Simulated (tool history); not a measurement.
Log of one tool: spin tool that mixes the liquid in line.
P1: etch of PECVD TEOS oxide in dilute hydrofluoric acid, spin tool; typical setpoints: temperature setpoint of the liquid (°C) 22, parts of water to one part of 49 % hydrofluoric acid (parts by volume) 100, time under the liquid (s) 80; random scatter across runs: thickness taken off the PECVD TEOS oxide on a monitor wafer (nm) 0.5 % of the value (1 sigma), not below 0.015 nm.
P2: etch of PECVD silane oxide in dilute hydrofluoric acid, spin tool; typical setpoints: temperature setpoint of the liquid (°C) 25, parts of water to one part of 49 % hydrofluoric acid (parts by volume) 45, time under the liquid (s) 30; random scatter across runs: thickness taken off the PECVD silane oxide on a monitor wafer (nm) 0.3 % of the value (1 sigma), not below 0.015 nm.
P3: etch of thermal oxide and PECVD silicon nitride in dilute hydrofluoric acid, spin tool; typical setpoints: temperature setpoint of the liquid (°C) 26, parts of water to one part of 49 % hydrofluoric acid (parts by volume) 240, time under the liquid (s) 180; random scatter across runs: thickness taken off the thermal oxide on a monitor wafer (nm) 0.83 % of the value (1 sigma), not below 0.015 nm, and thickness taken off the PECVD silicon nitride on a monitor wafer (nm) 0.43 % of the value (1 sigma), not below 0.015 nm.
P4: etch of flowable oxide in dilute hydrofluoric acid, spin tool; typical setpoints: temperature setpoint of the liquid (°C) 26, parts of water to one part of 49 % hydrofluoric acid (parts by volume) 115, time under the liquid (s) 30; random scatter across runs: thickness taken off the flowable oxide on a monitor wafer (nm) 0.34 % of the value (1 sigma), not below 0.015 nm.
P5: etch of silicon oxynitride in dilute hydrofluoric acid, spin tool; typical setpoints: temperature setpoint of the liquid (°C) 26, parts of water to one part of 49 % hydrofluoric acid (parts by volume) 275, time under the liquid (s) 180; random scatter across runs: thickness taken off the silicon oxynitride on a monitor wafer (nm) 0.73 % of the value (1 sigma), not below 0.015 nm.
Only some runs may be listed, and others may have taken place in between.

run   hour  process that ran  temperature setpoint of the liquid (°C)  parts of water to one part of 49 % hydrofluoric acid (parts by volume)  time under the liquid (s)  hours since the thermometer was replaced  hours since the hydrofluoric acid flow meter was replaced  thickness taken off the PECVD TEOS oxide on a monitor wafer (nm)  thickness taken off the PECVD silane oxide on a monitor wafer (nm)  thickness taken off the silicon oxynitride on a monitor wafer (nm)  thickness taken off the flowable oxide on a monitor wafer (nm)  thickness taken off the thermal oxide on a monitor wafer (nm)  thickness taken off the PECVD silicon nitride on a monitor wafer (nm)
  1    9.5                P1                                       22                                                                     100                         80                                     208.1                                                      594.3                                                            7.6829
  2   14.8                P2                                     30.5                                                                      45                         30                                     213.4                                                      599.6                                                                                                                                47.291
  3     20                P5                                       26                                                                     275                        180                                     218.6                                                      604.8                                                                                                                                                                                                     2.943
  4   28.3                P5                                       26                                                                     275                         30                                     226.9                                                      613.1                                                                                                                                                                                                   0.48766
  5   32.6                P1                                       22                                                                     100                         80                                     231.2                                                      617.4                                                            7.6903
  6   38.8                P1                                       28                                                                     100                         80                                     237.4                                                      623.6                                                             9.809
  7   43.9                P4                                       26                                                                     115                         60                                     242.5                                                      628.7                                                                                                                                                                                                                                                                    17.332
  8   48.4                P4                                       26                                                                     115                         30                                       247                                                      633.2                                                                                                                                                                                                                                                                    8.6109
  9   55.3                P1                                       22                                                                      55                        130                                     253.9                                                      640.1                                                             24.17
 10   63.6                P3                                       26                                                                     240                        180                                     262.2                                                      648.4                                                                                                                                                                                                                                                                                                                                   3.3042                                                                 4.6927
 11   72.1                P1                                       22                                                                     135                         80                                     270.7                                                      656.9                                                            5.4656
 12   76.7                P1                                       17                                                                     100                         80                                     275.3                                                      661.5                                                            6.3248
 13     82                P2                                       25                                                                      25                         30                                     280.6                                                      666.8                                                                                                                                70.194
 14   86.4                P3                                       22                                                                     240                        180                                       285                                                      671.2                                                                                                                                                                                                                                                                                                                                   2.8912                                                                 3.6695
 15   93.1                P2                                       25                                                                      45                         55                                     291.7                                                      677.9                                                                                                                                69.512
 16  100.1                P5                                     18.5                                                                     275                        180                                     298.7                                                      684.9                                                                                                                                                                                                    2.0684
 17    108                P1                                       22                                                                     100                         80                                     306.6                                                      692.8                                                            7.7741
 18  114.7                P5                                       26                                                                      45                        180                                     313.3                                                      699.5                                                                                                                                                                                                    21.735
 19  123.8                P3                                       26                                                                     240                        100                                     322.4                                                      708.6                                                                                                                                                                                                                                                                                                                                   1.8315                                                                 2.6152
 20  128.8                P3                                       26                                                                     345                        180                                     327.4                                                      713.6                                                                                                                                                                                                                                                                                                                                   2.0661                                                                 3.2202
 21    134                P1                                       22                                                                     100                         80                                     332.6                                                      718.8                                                            7.6371
 22  143.5                P4                                       20                                                                     115                         30                                     342.1                                                      728.3                                                                                                                                                                                                                                                                    6.8282
 23  148.1                P1                                       22                                                                     100                        135                                     346.7                                                      732.9                                                            13.074
 24  154.5                P1                                       22                                                                     100                         40                                     353.1                                                      739.3                                                            3.8756
 25  160.7                P2                                       25                                                                      45                         30                                     359.3                                                      745.5                                                                                                                                 37.88
 26  166.8                P4                                       26                                                                     210                         30                                     365.4                                                      751.6                                                                                                                                                                                                                                                                    4.2519
 27  171.3                P1                                       22                                                                      20                         80                                     369.9                                                      756.1                                                            42.739
 28  178.5                P1                                       22                                                                     100                         80                                     377.1                                                      763.3                                                            7.7482
 29  182.7                P1                                       22                                                                     100                         80                                     381.3                                                      767.5                                                            7.5333
 30  191.8                P1                                       22                                                                     100                         80                                     390.4                                                      776.6                                                            7.2076
 31  200.4                P1                                       22                                                                     100                         80                                       399                                                      785.2                                                            7.0751
 32    209                P1                                       22                                                                     100                         80                                     407.6                                                      793.8                                                            7.0587

What will run 33 give?
 33  213.2                P1                                       22                                                                     100                         80                                     411.8                                                        798                                                                 ?

{"run 33": {"thickness taken off the PECVD TEOS oxide on a monitor wafer (nm)": 7.0292}}
